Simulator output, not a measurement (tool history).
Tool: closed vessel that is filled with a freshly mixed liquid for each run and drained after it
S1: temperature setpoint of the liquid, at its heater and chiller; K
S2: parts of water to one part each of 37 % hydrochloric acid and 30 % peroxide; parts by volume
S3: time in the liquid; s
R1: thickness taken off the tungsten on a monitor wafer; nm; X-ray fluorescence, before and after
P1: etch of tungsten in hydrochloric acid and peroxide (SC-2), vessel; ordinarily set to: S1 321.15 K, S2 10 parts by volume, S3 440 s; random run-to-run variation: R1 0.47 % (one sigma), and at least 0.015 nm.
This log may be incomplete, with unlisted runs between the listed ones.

run 1 day=0.500 | S1=321.15 S2=10 S3=440 | R1=56.5200
run 2 day=0.867 | S1=321.15 S2=6 S3=785 | R1=152.7600
run 3 day=1.100 | S1=321.15 S2=10 S3=30 | R1=3.8936
run 4 day=1.504 | S1=308.15 S2=10 S3=30 | R1=1.5677
run 5 day=2.021 | S1=321.15 S2=10 S3=440 | R1=57.3130
run 6 day=2.462 | S1=321.15 S2=4 S3=440 | R1=114.0800
run 7 day=2.871 | S1=321.15 S2=10 S3=440 | R1=57.0110
-- day=3.083 chemicals flow meter replaced
run 8 day=3.271 | S1=321.15 S2=17 S3=440 | R1=36.1080
run 9 day=3.546 | S1=321.15 S2=10 S3=440 | R1=57.4280
run 10 day=4.033 | S1=321.15 S2=10 S3=440 | R1=56.7590
run 11 day=4.454 | S1=328.65 S2=10 S3=440 | R1=93.7280
-- day=4.862 thermometer replaced
run 12 day=4.933 | S1=313.65 S2=10 S3=440 | R1=33.7050
run 13 day=5.200 | S1=321.15 S2=10 S3=850 | R1=110.3400
run 14 day=5.483 | S1=321.15 S2=10 S3=440 | R1=56.7830
run 15 day=5.808 | S1=321.15 S2=10 S3=440 | R1=59.3060
run 16 day=6.108 | S1=321.15 S2=10 S3=440 | R1=59.9890
run 17 day=6.517 | S1=321.15 S2=10 S3=440 | R1=61.1100
run 18 day=6.942 | S1=321.15 S2=10 S3=440 | R1=61.5380
run 19 day=7.192 | S1=321.15 S2=10 S3=440 | R1=60.9160
run 20 day=7.625 | S1=321.15 S2=10 S3=440 | R1=61.3190

Run 21 comes next. What will it give?
run 21 day=7.875 | S1=321.15 S2=10 S3=440 | R1=?

{"run 21": {"R1": 61.661}}

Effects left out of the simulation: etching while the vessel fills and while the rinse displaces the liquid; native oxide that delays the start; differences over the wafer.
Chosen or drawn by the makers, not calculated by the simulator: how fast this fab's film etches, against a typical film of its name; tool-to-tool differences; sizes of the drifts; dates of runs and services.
